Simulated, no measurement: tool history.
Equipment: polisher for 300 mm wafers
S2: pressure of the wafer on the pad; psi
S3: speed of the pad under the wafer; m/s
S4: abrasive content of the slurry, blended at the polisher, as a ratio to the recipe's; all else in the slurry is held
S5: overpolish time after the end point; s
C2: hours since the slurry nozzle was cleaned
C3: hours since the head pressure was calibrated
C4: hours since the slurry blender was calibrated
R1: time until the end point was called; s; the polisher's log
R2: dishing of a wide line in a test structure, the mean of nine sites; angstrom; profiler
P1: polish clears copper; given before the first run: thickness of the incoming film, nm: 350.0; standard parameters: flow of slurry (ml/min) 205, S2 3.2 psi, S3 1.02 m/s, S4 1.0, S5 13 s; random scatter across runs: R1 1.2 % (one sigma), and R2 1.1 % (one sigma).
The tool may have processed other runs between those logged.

{"run": 1, "hour": 12.7, "flow of slurry (ml/min)": 205, "S2": 3.2, "S3": 1.02, "S4": 1.0, "S5": 13, "wafers polished on this pad": 742, "C2": 441.3, "C3": 159.7, "C4": 255.9, "R1": 116.37, "R2": 296.45}
{"run": 2, "hour": 19.8, "flow of slurry (ml/min)": 265, "S2": 3.2, "S3": 1.02, "S4": 1.0, "S5": 13, "wafers polished on this pad": 801, "C2": 448.4, "C3": 166.8, "C4": 263.0, "R1": 113.76, "R2": 299.59}
{"run": 3, "hour": 27.5, "flow of slurry (ml/min)": 205, "S2": 3.2, "S3": 1.02, "S4": 1.0, "S5": 24, "wafers polished on this pad": 865, "C2": 456.1, "C3": 174.5, "C4": 270.7, "R1": 116.28, "R2": 493.99}
{"run": 4, "hour": 35.7, "flow of slurry (ml/min)": 205, "S2": 3.2, "S3": 1.02, "S4": 1.0, "S5": 13, "wafers polished on this pad": 933, "C2": 464.3, "C3": 182.7, "C4": 278.9, "R1": 118.02, "R2": 291.51}
{"run": 5, "hour": 44.9, "flow of slurry (ml/min)": 205, "S2": 3.2, "S3": 1.02, "S4": 1.0, "S5": 13, "wafers polished on this pad": 1009, "C2": 473.5, "C3": 191.9, "C4": 288.1, "R1": 117.17, "R2": 292.72}
{"run": 6, "hour": 56.3, "flow of slurry (ml/min)": 205, "S2": 3.2, "S3": 1.02, "S4": 0.5, "S5": 13, "wafers polished on this pad": 1104, "C2": 484.9, "C3": 203.3, "C4": 299.5, "R1": 131.94, "R2": 256.75}
{"run": 7, "hour": 68.3, "flow of slurry (ml/min)": 205, "S2": 4.2, "S3": 1.02, "S4": 1.0, "S5": 13, "wafers polished on this pad": 1203, "C2": 496.9, "C3": 215.3, "C4": 311.5, "R1": 88.708, "R2": 376.88}
{"run": 8, "hour": 79.2, "flow of slurry (ml/min)": 205, "S2": 3.2, "S3": 0.62, "S4": 1.0, "S5": 13, "wafers polished on this pad": 1294, "C2": 507.8, "C3": 226.2, "C4": 322.4, "R1": 193.4, "R2": 185.21}
{"run": 9, "hour": 89.5, "flow of slurry (ml/min)": 205, "S2": 3.2, "S3": 1.02, "S4": 1.0, "S5": 13, "wafers polished on this pad": 1379, "C2": 518.1, "C3": 236.5, "C4": 332.7, "R1": 117.96, "R2": 299.77}
{"run": 10, "hour": 95.5, "flow of slurry (ml/min)": 205, "S2": 1.8, "S3": 1.02, "S4": 1.0, "S5": 13, "wafers polished on this pad": 1429, "C2": 524.1, "C3": 242.5, "C4": 338.7, "R1": 201.71, "R2": 170.79}
{"run": 11, "hour": 104.8, "flow of slurry (ml/min)": 205, "S2": 3.2, "S3": 1.48, "S4": 1.0, "S5": 13, "wafers polished on this pad": 1506, "C2": 533.4, "C3": 251.8, "C4": 348.0, "R1": 80.436, "R2": 414.52}
{"run": 12, "hour": 116.4, "flow of slurry (ml/min)": 135, "S2": 3.2, "S3": 1.02, "S4": 1.0, "S5": 22, "wafers polished on this pad": 1602, "C2": 545.0, "C3": 263.4, "C4": 359.6, "R1": 124.24, "R2": 440.51}
{"hour": 116.9, "done": "worn pad replaced by a new one"}
{"run": 13, "hour": 127.3, "flow of slurry (ml/min)": 205, "S2": 3.2, "S3": 1.02, "S4": 1.0, "S5": 13, "wafers polished on this pad": 86, "C2": 555.9, "C3": 274.3, "C4": 370.5, "R1": 115.61, "R2": 295.29}
{"run": 14, "hour": 137.2, "flow of slurry (ml/min)": 205, "S2": 3.2, "S3": 1.02, "S4": 1.0, "S5": 4, "wafers polished on this pad": 168, "C2": 565.8, "C3": 284.2, "C4": 380.4, "R1": 115.86, "R2": 96.656}
{"run": 15, "hour": 147.8, "flow of slurry (ml/min)": 125, "S2": 3.2, "S3": 1.02, "S4": 1.0, "S5": 13, "wafers polished on this pad": 256, "C2": 576.4, "C3": 294.8, "C4": 391.0, "R1": 128.59, "R2": 275.76}
{"run": 16, "hour": 160.3, "flow of slurry (ml/min)": 205, "S2": 3.2, "S3": 1.02, "S4": 1.5, "S5": 13, "wafers polished on this pad": 360, "C2": 588.9, "C3": 307.3, "C4": 403.5, "R1": 104.91, "R2": 315.77}
{"run": 17, "hour": 169.7, "flow of slurry (ml/min)": 205, "S2": 3.2, "S3": 1.02, "S4": 1.0, "S5": 13, "wafers polished on this pad": 437, "C2": 598.3, "C3": 316.7, "C4": 412.9, "R1": 118.85, "R2": 290.23}
{"run": 18, "hour": 180.6, "flow of slurry (ml/min)": 205, "S2": 3.2, "S3": 1.02, "S4": 1.0, "S5": 13, "wafers polished on this pad": 528, "C2": 609.2, "C3": 327.6, "C4": 423.8, "R1": 120.9, "R2": 281.91}
{"hour": 189.0, "done": "head pressure recalibrated"}
{"run": 19, "hour": 191.0, "flow of slurry (ml/min)": 205, "S2": 3.2, "S3": 1.02, "S4": 1.0, "S5": 13, "wafers polished on this pad": 614, "C2": 619.6, "C3": 2.1, "C4": 434.2, "R1": 120.93, "R2": 277.52}
{"hour": 193.1, "done": "worn pad replaced by a new one"}
{"run": 20, "hour": 199.4, "flow of slurry (ml/min)": 205, "S2": 3.2, "S3": 1.02, "S4": 1.0, "S5": 13, "wafers polished on this pad": 52, "C2": 628.0, "C3": 10.5, "C4": 442.6, "R1": 122.53, "R2": 276.44}
{"run": 21, "hour": 206.8, "flow of slurry (ml/min)": 205, "S2": 3.2, "S3": 1.02, "S4": 1.0, "S5": 13, "wafers polished on this pad": 113, "C2": 635.4, "C3": 17.9, "C4": 450.0, "R1": 127.77, "R2": 275.84}
{"run": 22, "hour": 212.7, "flow of slurry (ml/min)": 205, "S2": 3.2, "S3": 1.02, "S4": 1.0, "S5": 13, "wafers polished on this pad": 162, "C2": 641.3, "C3": 23.8, "C4": 455.9, "R1": 127.12, "R2": 276.89}
{"run": 23, "hour": 222.6, "flow of slurry (ml/min)": 205, "S2": 3.2, "S3": 1.02, "S4": 1.0, "S5": 13, "wafers polished on this pad": 244, "C2": 651.2, "C3": 33.7, "C4": 465.8, "R1": 124.89, "R2": 277.15}

Compared with where it was, what P1 gives has crept away. Each cause listed below fits the log as well as the rest, at the size given for it:
A: slurry flow missing at the pad, % = 39.3
B: abrasive missing from the slurry, % = 32.3
At approximately hour 169.7, the process output began to creep.
Each remaining cause and why it is not a fit:
removal rate lost through wear of the pad, %: serviced at hour 193.1, after the change had begun; the process did not return to its earlier output
head's pressure below its setpoint, %: serviced at hour 189.0, after the change had begun; the process did not return to its earlier output

Each of the check runs listed below is run on 3 wafers and reports their average, with the results left as question marks. Pick the one under which the possible causes would lead to clearly different results.
{"run": "check 1", "hour": 232.5, "flow of slurry (ml/min)": 205, "S2": 2.6, "S3": 1.02, "S4": 1.0, "S5": 13, "R1": "?", "R2": "?"}
{"run": "check 2", "hour": 232.5, "flow of slurry (ml/min)": 125, "S2": 3.2, "S3": 1.02, "S4": 0.75, "S5": 13, "R1": "?", "R2": "?"}
{"run": "check 3", "hour": 232.5, "flow of slurry (ml/min)": 205, "S2": 3.2, "S3": 0.72, "S4": 1.2, "S5": 13, "R1": "?", "R2": "?"}
{"run": "check 4", "hour": 232.5, "flow of slurry (ml/min)": 205, "S2": 3.2, "S3": 1.02, "S4": 0.7, "S5": 13, "R1": "?", "R2": "?"}

Outcome of each check run for each possible cause:
check=check_1 result=R1 if_A=155.670 if_B=155.650
check=check_1 result=R2 if_A=224.710 if_B=224.740
check=check_2 result=R1 if_A=152.570 if_B=145.250
check=check_2 result=R2 if_A=230.710 if_B=241.280
check=check_3 result=R1 if_A=172.240 if_B=172.530
check=check_3 result=R2 if_A=206.410 if_B=206.090
check=check_4 result=R1 if_A=136.300 if_B=135.780
check=check_4 result=R2 if_A=255.570 if_B=256.450
Per check, the gap between the least separated pair of causes, taken in the result that splits them most: check 1 0.01 %; check 2 4.92 %; check 3 0.17 %; check 4 0.38 %
Of the check runs offered, only check 2 discriminates between the causes; the rest would read about the same regardless of which cause applies.

Here is what check 2 returned: R1 152.360 s; R2 230.530 angstrom. Which cause is it?

It is A: slurry flow missing at the pad, %.
